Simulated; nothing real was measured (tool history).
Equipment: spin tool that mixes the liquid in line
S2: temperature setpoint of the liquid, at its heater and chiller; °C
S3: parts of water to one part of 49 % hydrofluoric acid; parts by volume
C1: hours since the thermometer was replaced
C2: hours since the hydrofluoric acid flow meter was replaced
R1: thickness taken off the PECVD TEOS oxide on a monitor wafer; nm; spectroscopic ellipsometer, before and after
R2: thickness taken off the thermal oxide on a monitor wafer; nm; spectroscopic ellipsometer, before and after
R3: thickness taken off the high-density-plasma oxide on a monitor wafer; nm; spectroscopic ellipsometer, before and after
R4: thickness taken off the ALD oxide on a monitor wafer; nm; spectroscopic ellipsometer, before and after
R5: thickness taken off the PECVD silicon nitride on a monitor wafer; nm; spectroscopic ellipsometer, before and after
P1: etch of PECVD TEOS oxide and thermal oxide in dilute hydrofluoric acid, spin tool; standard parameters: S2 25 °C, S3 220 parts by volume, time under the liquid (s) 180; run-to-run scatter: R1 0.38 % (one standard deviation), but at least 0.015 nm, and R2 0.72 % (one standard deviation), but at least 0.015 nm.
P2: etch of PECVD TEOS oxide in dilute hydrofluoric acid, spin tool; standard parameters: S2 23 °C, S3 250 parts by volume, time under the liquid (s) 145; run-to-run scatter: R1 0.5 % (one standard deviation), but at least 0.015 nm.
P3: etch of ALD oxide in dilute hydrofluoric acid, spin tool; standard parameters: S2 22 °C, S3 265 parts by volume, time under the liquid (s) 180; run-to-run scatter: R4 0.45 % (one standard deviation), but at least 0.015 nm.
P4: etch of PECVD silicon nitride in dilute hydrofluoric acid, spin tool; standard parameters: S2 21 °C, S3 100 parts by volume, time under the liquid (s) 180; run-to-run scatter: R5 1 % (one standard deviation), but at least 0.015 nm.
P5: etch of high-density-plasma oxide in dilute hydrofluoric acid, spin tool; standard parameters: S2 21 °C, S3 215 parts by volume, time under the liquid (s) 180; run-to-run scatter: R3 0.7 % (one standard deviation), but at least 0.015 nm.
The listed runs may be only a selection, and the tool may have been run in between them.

Run 1, hour 7.7: process that ran P1, S2 25 °C, S3 220 parts by volume, time under the liquid (s) 180; C1 887.9; C2 221.6. Result: R1 15.096 nm, R2 3.5011 nm.
Run 2, hour 14.7: process that ran P5, S2 21 °C, S3 395 parts by volume, time under the liquid (s) 180; C1 894.9; C2 228.6. Result: R3 1.5748 nm.
Run 3, hour 22.7: process that ran P1, S2 25 °C, S3 220 parts by volume, time under the liquid (s) 180; C1 902.9; C2 236.6. Result: R1 15.01 nm, R2 3.4886 nm.
Run 4, hour 27: process that ran P1, S2 19 °C, S3 220 parts by volume, time under the liquid (s) 180; C1 907.2; C2 240.9. Result: R1 12.013 nm, R2 2.8456 nm.
Run 5, hour 32.1: process that ran P2, S2 23 °C, S3 370 parts by volume, time under the liquid (s) 145; C1 912.3; C2 246. Result: R1 7.2868 nm.
Run 6, hour 39.3: process that ran P1, S2 25 °C, S3 220 parts by volume, time under the liquid (s) 30; C1 919.5; C2 253.2. Result: R1 2.4971 nm, R2 0.58289 nm.
Run 7, hour 46.5: process that ran P2, S2 17 °C, S3 250 parts by volume, time under the liquid (s) 145; C1 926.7; C2 260.4. Result: R1 9.6314 nm.
Run 8, hour 53.6: process that ran P2, S2 23 °C, S3 250 parts by volume, time under the liquid (s) 225; C1 933.8; C2 267.5. Result: R1 18.843 nm.
Run 9, hour 58.8: process that ran P1, S2 25 °C, S3 220 parts by volume, time under the liquid (s) 315; C1 939; C2 272.7. Result: R1 26.35 nm, R2 6.1824 nm.
Run 10, hour 63.1: process that ran P1, S2 25 °C, S3 220 parts by volume, time under the liquid (s) 180; C1 943.3; C2 277. Result: R1 15.017 nm, R2 3.491 nm.
Run 11, hour 71.7: process that ran P1, S2 25 °C, S3 330 parts by volume, time under the liquid (s) 180; C1 951.9; C2 285.6. Result: R1 8.9761 nm, R2 2.1128 nm.
Run 12, hour 76.3: process that ran P3, S2 17 °C, S3 265 parts by volume, time under the liquid (s) 180; C1 956.5; C2 290.2. Result: R4 4.1608 nm.
Run 13, hour 81.3: process that ran P1, S2 25 °C, S3 50 parts by volume, time under the liquid (s) 180; C1 961.5; C2 295.2. Result: R1 81.749 nm, R2 19.26 nm.
Run 14, hour 87.4: process that ran P4, S2 25 °C, S3 100 parts by volume, time under the liquid (s) 180; C1 967.6; C2 301.3. Result: R5 3.1497 nm.
Run 15, hour 95.2: process that ran P5, S2 21 °C, S3 215 parts by volume, time under the liquid (s) 180; C1 975.4; C2 309.1. Result: R3 3.4319 nm.
Run 16, hour 102.9: process that ran P1, S2 30 °C, S3 220 parts by volume, time under the liquid (s) 180; C1 983.1; C2 316.8. Result: R1 17.963 nm, R2 4.2064 nm.
Run 17, hour 107.2: process that ran P5, S2 17 °C, S3 215 parts by volume, time under the liquid (s) 180; C1 987.4; C2 321.1. Result: R3 2.8875 nm.
Run 18, hour 111.8: process that ran P1, S2 25 °C, S3 220 parts by volume, time under the liquid (s) 180; C1 992; C2 325.7. Result: R1 15.062 nm, R2 3.4805 nm.
Run 19, hour 118.9: process that ran P3, S2 22 °C, S3 265 parts by volume, time under the liquid (s) 180; C1 999.1; C2 332.8. Result: R4 5.018 nm.
Run 20, hour 123.6: process that ran P1, S2 25 °C, S3 220 parts by volume, time under the liquid (s) 180; C1 1003.8; C2 337.5. Result: R1 15.118 nm, R2 3.525 nm.
Run 21, hour 130.7: process that ran P4, S2 21 °C, S3 100 parts by volume, time under the liquid (s) 180; C1 1010.9; C2 344.6. Result: R5 2.442 nm.
Run 22, hour 138.7: process that ran P5, S2 21 °C, S3 215 parts by volume, time under the liquid (s) 15; C1 1018.9; C2 352.6. Result: R3 0.27572 nm.
Run 23, hour 144.5: process that ran P1, S2 25 °C, S3 220 parts by volume, time under the liquid (s) 180; C1 1024.7; C2 358.4. Result: R1 15.084 nm, R2 3.5191 nm.
Run 24, hour 152.9: process that ran P2, S2 23 °C, S3 250 parts by volume, time under the liquid (s) 145; C1 1033.1; C2 366.8. Result: R1 12.223 nm.
Run 25, hour 159.7: process that ran P1, S2 19.5 °C, S3 220 parts by volume, time under the liquid (s) 95; C1 1039.9; C2 373.6. Result: R1 6.4503 nm, R2 1.4943 nm.
Run 26, hour 164.4: process that ran P4, S2 21 °C, S3 25 parts by volume, time under the liquid (s) 180; C1 1044.6; C2 378.3. Result: R5 9.6104 nm.
Run 27, hour 169.9: process that ran P3, S2 22 °C, S3 265 parts by volume, time under the liquid (s) 30; C1 1050.1; C2 383.8. Result: R4 0.84016 nm.
Run 28, hour 178.3: process that ran P5, S2 21 °C, S3 215 parts by volume, time under the liquid (s) 180; C1 1058.5; C2 392.2. Result: R3 3.3908 nm.
Run 29, hour 186.1: process that ran P3, S2 22 °C, S3 480 parts by volume, time under the liquid (s) 180; C1 1066.3; C2 400. Result: R4 2.3265 nm.
Run 30, hour 191.5: process that ran P4, S2 21 °C, S3 100 parts by volume, time under the liquid (s) 35; C1 1071.7; C2 405.4. Result: R5 0.48953 nm.
Run 31, hour 196: process that ran P1, S2 25 °C, S3 220 parts by volume, time under the liquid (s) 180; C1 1076.2; C2 409.9. Result: R1 15.072 nm, R2 3.4807 nm.
Run 32, hour 199.7: process that ran P1, S2 25 °C, S3 220 parts by volume, time under the liquid (s) 180; C1 1079.9; C2 413.6. Result: R1 15.369 nm, R2 3.5886 nm.
Run 33, hour 204.6: process that ran P1, S2 25 °C, S3 220 parts by volume, time under the liquid (s) 180; C1 1084.8; C2 418.5. Result: R1 15.596 nm, R2 3.6493 nm.
Run 34, hour 209.1: process that ran P1, S2 25 °C, S3 220 parts by volume, time under the liquid (s) 180; C1 1089.3; C2 423. Result: R1 15.774 nm, R2 3.6565 nm.
Run 35, hour 215.2: process that ran P1, S2 25 °C, S3 220 parts by volume, time under the liquid (s) 180; C1 1095.4; C2 429.1. Result: R1 15.908 nm, R2 3.7345 nm.
Run 36, hour 223.2: process that ran P1, S2 25 °C, S3 220 parts by volume, time under the liquid (s) 180; C1 1103.4; C2 437.1. Result: R1 15.975 nm, R2 3.7103 nm.
Run 37, hour 229.7: process that ran P1, S2 25 °C, S3 220 parts by volume, time under the liquid (s) 180; C1 1109.9; C2 443.6. Result: R1 16.043 nm, R2 3.6612 nm.
Run 38, hour 235: process that ran P1, S2 25 °C, S3 220 parts by volume, time under the liquid (s) 180; C1 1115.2; C2 448.9. Result: R1 16.288 nm, R2 3.7123 nm.
Run 39, hour 241.6: process that ran P1, S2 25 °C, S3 220 parts by volume, time under the liquid (s) 180; C1 1121.8; C2 455.5. Result: R1 16.044 nm, R2 3.773 nm.
Run 40, hour 245.7: process that ran P1, S2 25 °C, S3 220 parts by volume, time under the liquid (s) 180; C1 1125.9; C2 459.6. Result: R1 16.187 nm, R2 3.7818 nm.
Run 41, hour 253.4: process that ran P1, S2 25 °C, S3 220 parts by volume, time under the liquid (s) 180; C1 1133.6; C2 467.3. Result: R1 16.208 nm, R2 3.7489 nm.

The output of P1 has drifted from where it used to be. Each of the 2 causes below, taken at the size shown beside it, accounts for the log equally well:
A: liquid hotter than its thermometer reads (K) = 1.95
B: hydrofluoric acid flow above the setpoint (%) = 5.8
The process output started creeping at around hour 196.

Each of the check runs listed below is run on 2 wafers and reports their average, with the results left as question marks. Pick the one under which the possible causes would lead to clearly different results.
Run check 1, hour 261.1: process that ran P3, S2 17.5 °C, S3 470 parts by volume, time under the liquid (s) 180. Result: R4 ?.
Run check 2, hour 261.1: process that ran P2, S2 23 °C, S3 365 parts by volume, time under the liquid (s) 145. Result: R1 ?.
Run check 3, hour 261.1: process that ran P5, S2 21 °C, S3 375 parts by volume, time under the liquid (s) 180. Result: R3 ?.
Run check 4, hour 261.1: process that ran P4, S2 21 °C, S3 40 parts by volume, time under the liquid (s) 40. Result: R5 ?.

What every check run would give for each of its results, assuming each possible cause in turn:
  check  result    if A    if B
check 1      R4  2.1778  2.1975
check 2      R1  7.9978  8.0724
check 3      R3  1.7966  1.8101
check 4      R5   1.527  1.4103
Separation of the two closest causes in each check, using whichever result separates them best: check 1 0.9 %; check 2 0.93 %; check 3 0.75 %; check 4 7.95 %
The causes can be told apart only by check 4. The other checks would give nearly the same results under each of them.

Here is what check 4 returned: R5 1.5193 nm. Which cause is it?

Of the candidate causes, it is A: liquid hotter than its thermometer reads (K).

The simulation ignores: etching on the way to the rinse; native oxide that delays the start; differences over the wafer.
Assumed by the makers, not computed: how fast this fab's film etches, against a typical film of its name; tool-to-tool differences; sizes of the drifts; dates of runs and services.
